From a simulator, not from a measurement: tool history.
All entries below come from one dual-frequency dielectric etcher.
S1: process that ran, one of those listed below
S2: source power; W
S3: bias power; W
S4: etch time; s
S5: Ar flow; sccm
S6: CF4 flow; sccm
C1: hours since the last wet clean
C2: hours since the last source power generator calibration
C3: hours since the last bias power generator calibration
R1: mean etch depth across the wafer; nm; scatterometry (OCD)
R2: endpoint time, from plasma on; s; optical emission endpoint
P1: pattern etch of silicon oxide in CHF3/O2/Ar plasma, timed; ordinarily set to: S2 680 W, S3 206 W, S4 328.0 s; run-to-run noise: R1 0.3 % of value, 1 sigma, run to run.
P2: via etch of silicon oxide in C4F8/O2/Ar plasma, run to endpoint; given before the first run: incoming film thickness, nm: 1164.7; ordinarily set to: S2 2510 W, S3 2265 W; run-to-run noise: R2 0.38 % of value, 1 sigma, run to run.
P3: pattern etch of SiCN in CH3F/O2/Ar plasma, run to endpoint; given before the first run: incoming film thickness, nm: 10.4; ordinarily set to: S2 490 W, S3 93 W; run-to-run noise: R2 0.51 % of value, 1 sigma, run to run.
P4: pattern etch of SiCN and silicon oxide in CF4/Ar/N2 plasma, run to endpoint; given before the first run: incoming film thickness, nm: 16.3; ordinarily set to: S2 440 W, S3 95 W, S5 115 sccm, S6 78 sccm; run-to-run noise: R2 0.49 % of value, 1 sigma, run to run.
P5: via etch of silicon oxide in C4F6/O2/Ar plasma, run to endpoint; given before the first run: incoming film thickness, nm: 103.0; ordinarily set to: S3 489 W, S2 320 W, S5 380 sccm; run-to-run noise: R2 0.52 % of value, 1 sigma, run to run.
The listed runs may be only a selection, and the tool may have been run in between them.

run 1 hour=11.3 | S1=P1 S2=680 S3=206 S4=328.0 | C1=174.8 C2=2991.6 C3=1115.9 | R1=726.70
run 2 hour=23.3 | S1=P1 S2=680 S3=206 S4=404.0 | C1=186.8 C2=3003.6 C3=1127.9 | R1=895.08
run 3 hour=38.2 | S1=P5 S2=450 S3=489 S5=380 | C1=201.7 C2=3018.5 C3=1142.8 | R2=21.479
run 4 hour=51.0 | S1=P2 S2=1800 S3=2265 | C1=214.5 C2=3031.3 C3=1155.6 | R2=241.480
run 5 hour=63.0 | S1=P1 S2=460 S3=206 S4=398.5 | C1=226.5 C2=3043.3 C3=1167.6 | R1=762.02
run 6 hour=77.6 | S1=P1 S2=450 S3=206 S4=403.5 | C1=241.1 C2=3057.9 C3=1182.2 | R1=767.81
run 7 hour=93.1 | S1=P2 S2=2510 S3=2265 | C1=256.6 C2=3073.4 C3=1197.7 | R2=210.480
run 8 hour=104.4 | S1=P2 S2=2510 S3=2265 | C1=267.9 C2=3084.7 C3=1209.0 | R2=211.620
run 9 hour=116.1 | S1=P3 S2=490 S3=93 | C1=279.6 C2=3096.4 C3=1220.7 | R2=22.647
run 10 hour=131.2 | S1=P4 S2=440 S3=95 S5=115 S6=78 | C1=294.7 C2=3111.5 C3=1235.8 | R2=17.671
run 11 hour=141.6 | S1=P2 S2=2510 S3=1354 | C1=305.1 C2=3121.9 C3=1246.2 | R2=242.520
run 12 hour=156.4 | S1=P1 S2=680 S3=280 S4=328.0 | C1=319.9 C2=3136.7 C3=1261.0 | R1=805.61
run 13 hour=167.9 | S1=P1 S2=680 S3=206 S4=328.0 | C1=331.4 C2=3148.2 C3=1272.5 | R1=722.22
run 14 hour=175.9 | S1=P1 S2=680 S3=206 S4=328.0 | C1=339.4 C2=3156.2 C3=1280.5 | R1=724.23
run 15 hour=192.2 | S1=P5 S2=320 S3=298 S5=380 | C1=355.7 C2=3172.5 C3=1296.8 | R2=29.710
run 16 hour=207.1 | S1=P1 S2=850 S3=153 S4=328.0 | C1=370.6 C2=3187.4 C3=1311.7 | R1=712.54
run 17 hour=216.5 | S1=P4 S2=440 S3=95 S5=141 S6=78 | C1=380.0 C2=3196.8 C3=1321.1 | R2=18.237
run 18 hour=229.8 | S1=P1 S2=890 S3=206 S4=328.0 | C1=393.3 C2=3210.1 C3=1334.4 | R1=805.04
run 19 hour=240.4 | S1=P4 S2=440 S3=95 S5=115 S6=110 | C1=403.9 C2=3220.7 C3=1345.0 | R2=16.935
run 20 hour=248.3 | S1=P4 S2=440 S3=68 S5=115 S6=78 | C1=411.8 C2=3228.6 C3=1352.9 | R2=19.894
run 21 hour=258.5 | S1=P3 S2=680 S3=93 | C1=422.0 C2=3238.8 C3=1363.1 | R2=20.018
run 22 hour=265.9 | S1=P1 S2=680 S3=206 S4=328.0 | C1=429.4 C2=3246.2 C3=1370.5 | R1=728.50
run 23 hour=275.4 | S1=P1 S2=450 S3=206 S4=328.0 | C1=438.9 C2=3255.7 C3=1380.0 | R1=622.59
run 24 hour=292.2 | S1=P3 S2=490 S3=58 | C1=455.7 C2=3272.5 C3=1396.8 | R2=26.466
run 25 hour=302.4 | S1=P1 S2=680 S3=135 S4=328.0 | C1=465.9 C2=3282.7 C3=1407.0 | R1=631.85
run 26 hour=313.3 | S1=P1 S2=680 S3=206 S4=195.5 | C1=476.8 C2=3293.6 C3=1417.9 | R1=430.31
run 27 hour=326.4 | S1=P5 S2=320 S3=489 S5=259 | C1=489.9 C2=3306.7 C3=1431.0 | R2=23.661
run 28 hour=337.9 | S1=P1 S2=680 S3=206 S4=328.0 | C1=501.4 C2=3318.2 C3=1442.5 | R1=725.25
run 29 hour=348.6 | S1=P5 S2=320 S3=489 S5=380 | C1=512.1 C2=3328.9 C3=1453.2 | R2=24.542
run 30 hour=360.7 | S1=P4 S2=620 S3=95 S5=115 S6=78 | C1=524.2 C2=3341.0 C3=1465.3 | R2=13.100
run 31 hour=368.3 | S1=P4 S2=440 S3=95 S5=115 S6=78 | C1=531.8 C2=3348.6 C3=1472.9 | R2=17.746
run 32 hour=384.4 | S1=P1 S2=680 S3=206 S4=328.0 | C1=547.9 C2=3364.7 C3=1489.0 | R1=721.15
run 33 hour=394.8 | S1=P1 S2=680 S3=206 S4=328.0 | C1=558.3 C2=3375.1 C3=1499.4 | R1=732.34
run 34 hour=410.9 | S1=P1 S2=680 S3=206 S4=328.0 | C1=574.4 C2=3391.2 C3=1515.5 | R1=734.36
-- hour=421.5 wet clean of the chamber
run 35 hour=426.6 | S1=P1 S2=680 S3=206 S4=328.0 | C1=5.2 C2=3406.9 C3=1531.2 | R1=734.79
run 36 hour=441.9 | S1=P1 S2=680 S3=206 S4=328.0 | C1=20.5 C2=3422.2 C3=1546.5 | R1=737.31
run 37 hour=457.4 | S1=P1 S2=680 S3=206 S4=328.0 | C1=36.0 C2=3437.7 C3=1562.0 | R1=734.45
run 38 hour=473.7 | S1=P1 S2=680 S3=206 S4=328.0 | C1=52.3 C2=3454.0 C3=1578.3 | R1=736.44

What P1 gives has crept away from where it was. These 2 causes fit the log equally well, each at the size given:
A: bias power that arrives over what is set, % = 4.42
B: source power that arrives over what is set, % = 3.98
Onset of the creep was near hour 384.4.
Every other cause this tool's parts could produce, and why it does not fit the log:
chamber walls in a state that raises the etch rate, %: work on it at hour 421.5, done after the drift set in, did not restore what the process gave before

Below are 4 check runs, each averaged over 3 wafers, with their results shown as question marks. Which of them would give clearly different results depending on which cause is behind the drift?
run check 1 hour=490.0 | S1=P2 S2=2510 S3=1573 | R2=?
run check 2 hour=490.0 | S1=P5 S2=430 S3=318 S5=380 | R2=?
run check 3 hour=490.0 | S1=P3 S2=490 S3=73 | R2=?
run check 4 hour=490.0 | S1=P4 S2=440 S3=77 S5=115 S6=108 | R2=?

What every check run would give for each of its results, assuming each possible cause in turn:
check=check_1 result=R2 if_A=230.730 if_B=229.730
check=check_2 result=R2 if_A=25.441 if_B=25.448
check=check_3 result=R2 if_A=24.130 if_B=24.141
check=check_4 result=R2 if_A=17.877 if_B=17.519
Per check, the gap between the least separated pair of causes, taken in the result that splits them most: check 1 0.43 %; check 2 0.03 %; check 3 0.04 %; check 4 2.03 %
Of the check runs offered, only check 4 discriminates between the causes; the rest would read about the same regardless of which cause applies.

After running check 4, the following was obtained: R2 17.873 s. Which cause does this point to?

Of the candidate causes, it is A: bias power that arrives over what is set, %.
